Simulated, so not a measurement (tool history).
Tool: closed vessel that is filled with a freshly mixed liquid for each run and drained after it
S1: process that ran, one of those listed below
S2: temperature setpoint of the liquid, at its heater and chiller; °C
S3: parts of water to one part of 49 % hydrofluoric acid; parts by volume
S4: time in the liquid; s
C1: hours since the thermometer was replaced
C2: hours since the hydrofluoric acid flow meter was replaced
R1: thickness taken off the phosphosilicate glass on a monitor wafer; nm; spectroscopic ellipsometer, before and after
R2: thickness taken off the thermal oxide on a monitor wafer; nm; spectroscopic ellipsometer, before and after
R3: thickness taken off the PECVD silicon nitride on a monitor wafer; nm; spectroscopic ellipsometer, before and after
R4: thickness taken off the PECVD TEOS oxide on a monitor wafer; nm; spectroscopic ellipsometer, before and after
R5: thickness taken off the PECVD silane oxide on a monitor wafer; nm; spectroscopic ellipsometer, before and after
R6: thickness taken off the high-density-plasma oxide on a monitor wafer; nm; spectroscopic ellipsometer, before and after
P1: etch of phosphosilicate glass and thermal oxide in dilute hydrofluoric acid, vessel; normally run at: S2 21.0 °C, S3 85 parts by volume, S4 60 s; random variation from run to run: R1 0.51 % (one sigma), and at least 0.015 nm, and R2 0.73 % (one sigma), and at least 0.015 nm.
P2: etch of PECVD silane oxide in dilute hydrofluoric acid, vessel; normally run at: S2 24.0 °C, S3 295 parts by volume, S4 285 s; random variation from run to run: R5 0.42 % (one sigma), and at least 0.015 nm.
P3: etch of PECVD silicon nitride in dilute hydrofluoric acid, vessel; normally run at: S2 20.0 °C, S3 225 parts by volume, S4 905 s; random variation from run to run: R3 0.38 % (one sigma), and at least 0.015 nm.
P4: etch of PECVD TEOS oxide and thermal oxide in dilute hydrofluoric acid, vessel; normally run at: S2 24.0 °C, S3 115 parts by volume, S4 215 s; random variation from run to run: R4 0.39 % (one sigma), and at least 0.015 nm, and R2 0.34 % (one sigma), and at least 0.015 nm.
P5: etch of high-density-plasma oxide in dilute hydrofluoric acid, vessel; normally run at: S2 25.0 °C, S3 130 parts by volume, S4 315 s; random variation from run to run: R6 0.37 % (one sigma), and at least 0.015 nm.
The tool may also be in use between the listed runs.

run,hour,S1,S2,S3,S4,C1,C2,R1,R2,R3,R4,R5,R6
1,12.6,P1,21.0,85,60,228.6,1090.4,73.296,2.8549,,,,
2,25.9,P1,21.0,85,60,241.9,1103.7,72.960,2.8309,,,,
3,35.9,P3,20.0,225,905,251.9,1113.7,,,5.43720,,,
4,44.7,P4,24.0,115,215,260.7,1122.5,,8.5771,,45.3100,,
5,52.5,P2,24.0,45,285,268.5,1130.3,,,,,264.720,
# hour 53.0: hydrofluoric acid flow meter replaced
6,63.3,P3,27.0,225,905,279.3,10.3,,,8.37530,,,
7,74.4,P4,24.0,20,215,290.4,21.4,,55.6070,,296.0800,,
8,86.8,P2,24.0,295,285,302.8,33.8,,,,,30.440,
9,95.4,P1,27.5,85,60,311.4,42.4,94.784,3.6835,,,,
10,107.5,P3,20.0,225,100,323.5,54.5,,,0.62177,,,
11,121.1,P1,17.0,85,30,337.1,68.1,30.881,1.1795,,,,
12,132.6,P4,24.0,115,40,348.6,79.6,,1.5862,,8.4161,,
13,145.8,P1,21.0,145,60,361.8,92.8,39.906,1.5696,,,,
14,156.3,P1,21.0,55,60,372.3,103.3,117.230,4.5017,,,,
15,167.6,P4,17.0,115,215,383.6,114.6,,6.4654,,34.1790,,
16,174.6,P1,21.0,85,30,390.6,121.6,36.635,1.4134,,,,
17,188.9,P1,27.5,85,30,404.9,135.9,47.589,1.8500,,,,
18,200.4,P4,24.0,115,215,416.4,147.4,,8.6201,,45.1140,,
19,213.5,P3,20.0,110,905,429.5,160.5,,,10.88200,,,
20,226.9,P1,21.0,85,60,442.9,173.9,73.963,2.8295,,,,
21,237.8,P5,25.0,130,495,453.8,184.8,,,,,,19.5050
22,250.0,P1,28.0,45,60,466.0,197.0,195.110,7.4911,,,,
23,261.0,P1,21.0,85,90,477.0,208.0,110.240,4.2737,,,,
24,273.3,P1,17.0,85,60,489.3,220.3,61.917,2.4292,,,,
25,285.2,P3,20.0,225,905,501.2,232.2,,,5.38800,,,
26,297.8,P1,21.0,85,60,513.8,244.8,72.920,2.8086,,,,
27,307.0,P2,24.0,295,285,523.0,254.0,,,,,30.333,
28,320.6,P5,25.0,55,315,536.6,267.6,,,,,,31.9460
29,327.9,P1,21.0,85,60,543.9,274.9,73.040,2.8214,,,,
30,335.7,P5,25.0,130,315,551.7,282.7,,,,,,12.3610
31,344.5,P2,24.0,295,550,560.5,291.5,,,,,58.891,
32,356.5,P1,21.0,85,60,572.5,303.5,73.698,2.8426,,,,
33,371.4,P2,17.5,295,285,587.4,318.4,,,,,23.985,
34,378.9,P5,17.0,130,315,594.9,325.9,,,,,,8.9312
35,386.9,P1,21.0,85,60,602.9,333.9,73.369,2.7855,,,,
36,396.4,P1,21.0,85,60,612.4,343.4,74.290,2.9010,,,,
37,404.5,P1,21.0,85,60,620.5,351.5,75.571,2.9455,,,,
38,411.6,P1,21.0,85,60,627.6,358.6,76.375,2.9881,,,,
39,423.9,P1,21.0,85,60,639.9,370.9,76.793,3.0035,,,,
40,432.5,P1,21.0,85,60,648.5,379.5,77.254,2.9753,,,,
41,443.4,P1,21.0,85,60,659.4,390.4,77.835,3.0034,,,,
42,452.8,P1,21.0,85,60,668.8,399.8,77.737,3.0405,,,,
43,462.8,P1,21.0,85,60,678.8,409.8,77.647,3.0615,,,,
44,477.8,P1,21.0,85,60,693.8,424.8,77.934,3.0557,,,,
45,487.8,P1,21.0,85,60,703.8,434.8,77.635,3.0522,,,,
46,500.5,P1,21.0,85,60,716.5,447.5,78.721,3.0879,,,,

What P1 gives has crept away from where it was. These 2 causes fit the log equally well, each at the size given:
A: liquid hotter than its thermometer reads (K) = 1.68
B: hydrofluoric acid flow above the setpoint (%) = 6.42
The creep began at about hour 386.9.

4 check runs are offered, each on 5 wafers whose results are averaged, their results left as question marks. Which one tells the causes apart?
check 1,513.2,P4,19.0,115,215,,,,?,,?,,
check 2,513.2,P5,25.0,60,315,,,,,,,,?
check 3,513.2,P2,24.0,85,410,,,,,,,?,
check 4,513.2,P3,20.0,225,165,,,,,?,,,

What each check would give under each cause:
check,result,if A,if B
check 1,R2,7.5254,7.5348
check 1,R4,39.7480,39.7970
check 2,R6,31.1810,31.1660
check 3,R5,204.580,204.980
check 4,R3,1.10080,1.04910
How far apart the two closest causes lie, in the result that separates them most: check 1 0.12 %; check 2 0.05 %; check 3 0.19 %; check 4 4.81 %
Only check 4 tells the causes apart: in the others they would give nearly the same result.

Then check 4 was run and gave: R3 1.04920 nm. Which cause is it?

It is B: hydrofluoric acid flow above the setpoint (%).
